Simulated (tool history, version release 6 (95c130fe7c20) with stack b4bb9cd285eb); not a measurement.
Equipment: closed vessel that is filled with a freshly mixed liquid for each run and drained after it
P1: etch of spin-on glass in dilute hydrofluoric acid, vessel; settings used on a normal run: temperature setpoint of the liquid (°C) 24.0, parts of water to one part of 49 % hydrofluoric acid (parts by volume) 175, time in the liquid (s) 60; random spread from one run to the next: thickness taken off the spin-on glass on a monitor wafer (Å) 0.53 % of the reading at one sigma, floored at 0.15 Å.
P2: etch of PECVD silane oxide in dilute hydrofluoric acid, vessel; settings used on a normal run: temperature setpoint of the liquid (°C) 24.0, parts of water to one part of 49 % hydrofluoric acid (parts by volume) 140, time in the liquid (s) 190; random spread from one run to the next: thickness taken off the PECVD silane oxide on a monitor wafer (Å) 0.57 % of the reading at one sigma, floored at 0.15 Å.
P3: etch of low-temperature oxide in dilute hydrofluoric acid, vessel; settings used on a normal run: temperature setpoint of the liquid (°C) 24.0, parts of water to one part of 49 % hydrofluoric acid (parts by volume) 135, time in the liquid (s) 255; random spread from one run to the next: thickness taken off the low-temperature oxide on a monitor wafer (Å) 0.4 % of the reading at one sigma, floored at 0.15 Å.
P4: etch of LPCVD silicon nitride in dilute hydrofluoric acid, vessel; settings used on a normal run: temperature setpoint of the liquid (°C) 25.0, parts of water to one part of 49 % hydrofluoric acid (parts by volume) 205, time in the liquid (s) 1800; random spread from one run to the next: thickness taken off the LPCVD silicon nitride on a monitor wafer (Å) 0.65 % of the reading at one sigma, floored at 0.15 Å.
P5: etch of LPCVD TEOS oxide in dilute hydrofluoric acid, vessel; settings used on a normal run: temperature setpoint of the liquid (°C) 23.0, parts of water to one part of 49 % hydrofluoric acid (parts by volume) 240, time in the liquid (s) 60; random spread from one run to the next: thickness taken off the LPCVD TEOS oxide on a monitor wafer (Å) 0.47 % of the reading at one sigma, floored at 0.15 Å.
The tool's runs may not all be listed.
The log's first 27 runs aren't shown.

run,hour,process that ran,temperature setpoint of the liquid (°C),parts of water to one part of 49 % hydrofluoric acid (parts by volume),time in the liquid (s),thickness taken off the spin-on glass on a monitor wafer (Å),thickness taken off the PECVD silane oxide on a monitor wafer (Å),thickness taken off the LPCVD TEOS oxide on a monitor wafer (Å),thickness taken off the low-temperature oxide on a monitor wafer (Å),thickness taken off the LPCVD silicon nitride on a monitor wafer (Å)
28,183.9,P1,24.0,55,60,350.570,,,,
29,189.5,P5,23.0,240,60,,,104.070,,
30,195.4,P1,24.0,175,60,93.512,,,,
31,204.1,P1,24.0,175,110,173.440,,,,
32,212.0,P4,25.0,205,1800,,,,,43.176
33,220.3,P5,23.0,130,60,,,215.510,,
34,226.2,P3,29.5,135,255,,,,438.77,
35,233.2,P1,24.0,175,60,94.796,,,,
36,237.3,P1,24.0,175,60,92.832,,,,
37,243.2,P1,24.0,175,60,91.383,,,,
38,247.0,P1,24.0,175,60,89.619,,,,

Estimate the outcome of run 39 from the log above:
39,252.8,P1,24.0,175,60,?,,,,

thickness taken off the spin-on glass on a monitor wafer (Å): 88.535
